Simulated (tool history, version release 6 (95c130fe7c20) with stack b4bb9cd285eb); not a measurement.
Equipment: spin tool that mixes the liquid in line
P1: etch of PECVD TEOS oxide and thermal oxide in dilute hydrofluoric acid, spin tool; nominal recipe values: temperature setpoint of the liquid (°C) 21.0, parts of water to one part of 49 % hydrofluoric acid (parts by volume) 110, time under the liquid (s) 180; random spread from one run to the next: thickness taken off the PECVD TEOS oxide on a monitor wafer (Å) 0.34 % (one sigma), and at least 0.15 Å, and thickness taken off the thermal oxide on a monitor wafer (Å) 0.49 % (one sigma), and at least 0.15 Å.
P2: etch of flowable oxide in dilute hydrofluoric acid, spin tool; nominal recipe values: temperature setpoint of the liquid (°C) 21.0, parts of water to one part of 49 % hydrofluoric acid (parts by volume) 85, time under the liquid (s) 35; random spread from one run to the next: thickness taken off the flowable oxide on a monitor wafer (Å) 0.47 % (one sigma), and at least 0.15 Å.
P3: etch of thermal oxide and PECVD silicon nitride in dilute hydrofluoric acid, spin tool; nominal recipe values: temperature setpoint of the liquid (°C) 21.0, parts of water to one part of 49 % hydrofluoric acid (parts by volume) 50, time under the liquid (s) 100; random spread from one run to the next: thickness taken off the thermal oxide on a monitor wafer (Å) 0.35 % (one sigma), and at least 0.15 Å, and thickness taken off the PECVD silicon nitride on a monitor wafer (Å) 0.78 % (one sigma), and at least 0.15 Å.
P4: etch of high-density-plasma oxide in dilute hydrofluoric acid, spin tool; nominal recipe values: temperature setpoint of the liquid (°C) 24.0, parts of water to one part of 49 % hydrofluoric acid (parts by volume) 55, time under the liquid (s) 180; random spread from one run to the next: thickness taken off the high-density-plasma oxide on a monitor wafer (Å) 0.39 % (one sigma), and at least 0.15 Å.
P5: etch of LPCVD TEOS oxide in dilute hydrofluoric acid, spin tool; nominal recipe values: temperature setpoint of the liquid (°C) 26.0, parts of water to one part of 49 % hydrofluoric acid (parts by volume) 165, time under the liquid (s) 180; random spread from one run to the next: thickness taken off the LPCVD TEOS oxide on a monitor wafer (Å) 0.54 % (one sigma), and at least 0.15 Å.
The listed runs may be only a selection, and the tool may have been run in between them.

| run | hour | process that ran | temperature setpoint of the liquid (°C) | parts of water to one part of 49 % hydrofluoric acid (parts by volume) | time under the liquid (s) | thickness taken off the PECVD TEOS oxide on a monitor wafer (Å) | thickness taken off the thermal oxide on a monitor wafer (Å) | thickness taken off the PECVD silicon nitride on a monitor wafer (Å) | thickness taken off the flowable oxide on a monitor wafer (Å) | thickness taken off the LPCVD TEOS oxide on a monitor wafer (Å) | thickness taken off the high-density-plasma oxide on a monitor wafer (Å) |
|---|---|---|---|---|---|---|---|---|---|---|---|
| 1 | 2.2 | P1 | 21.0 | 110 | 180 | 286.230 | 65.8680 |  |  |  |  |
| 2 | 5.7 | P3 | 21.0 | 50 | 100 |  | 88.5950 | 27.5150 |  |  |  |
| 3 | 8.2 | P1 | 17.0 | 110 | 180 | 243.640 | 56.1830 |  |  |  |  |
| 4 | 10.8 | P2 | 17.0 | 85 | 35 |  |  |  | 85.99 |  |  |
| 5 | 14.7 | P1 | 21.0 | 200 | 180 | 142.340 | 32.9920 |  |  |  |  |
| 6 | 17.3 | P3 | 21.0 | 90 | 100 |  | 46.7350 | 15.1940 |  |  |  |
| 7 | 20.0 | P1 | 21.0 | 110 | 75 | 119.170 | 27.5160 |  |  |  |  |
| 8 | 22.3 | P5 | 34.0 | 165 | 180 |  |  |  |  | 239.18 |  |
| 9 | 26.2 | P4 | 24.0 | 55 | 55 |  |  |  |  |  | 78.593 |
| 10 | 28.7 | P4 | 18.5 | 55 | 180 |  |  |  |  |  | 201.710 |
| 11 | 30.9 | P1 | 21.0 | 175 | 25 | 23.198 | 5.3042 |  |  |  |  |
| 12 | 32.8 | P3 | 21.0 | 50 | 20 |  | 17.6920 | 5.4789 |  |  |  |
| 13 | 37.1 | P5 | 26.0 | 165 | 180 |  |  |  |  | 181.47 |  |
| 14 | 39.1 | P1 | 21.0 | 110 | 180 | 286.140 | 65.6840 |  |  |  |  |
| 15 | 41.6 | P1 | 17.0 | 110 | 70 | 94.665 | 21.7540 |  |  |  |  |
| 16 | 45.3 | P1 | 21.0 | 65 | 180 | 509.030 | 117.6100 |  |  |  |  |
| 17 | 49.5 | P2 | 21.0 | 85 | 50 |  |  |  | 145.66 |  |  |
| 18 | 53.3 | P2 | 21.0 | 85 | 35 |  |  |  | 102.37 |  |  |
| 19 | 55.8 | P1 | 26.5 | 110 | 290 | 574.870 | 131.7200 |  |  |  |  |
| 20 | 57.8 | P1 | 21.0 | 110 | 345 | 549.300 | 126.5600 |  |  |  |  |
| 21 | 60.2 | P5 | 26.0 | 65 | 180 |  |  |  |  | 518.23 |  |
| 22 | 63.8 | P2 | 21.0 | 20 | 35 |  |  |  | 465.67 |  |  |
| 23 | 67.6 | P1 | 21.0 | 110 | 180 | 285.270 | 66.7620 |  |  |  |  |

Run 24, settings as shown, results not yet in. Your forecast:
|  | 68.1 | thermometer replaced |
| 24 | 71.5 | P1 | 21.0 | 110 | 180 | ? | ? |  |  |  |  |

For run 24 the tool returned thickness taken off the PECVD TEOS oxide on a monitor wafer (Å) 286.540, thickness taken off the thermal oxide on a monitor wafer (Å) 65.7290.
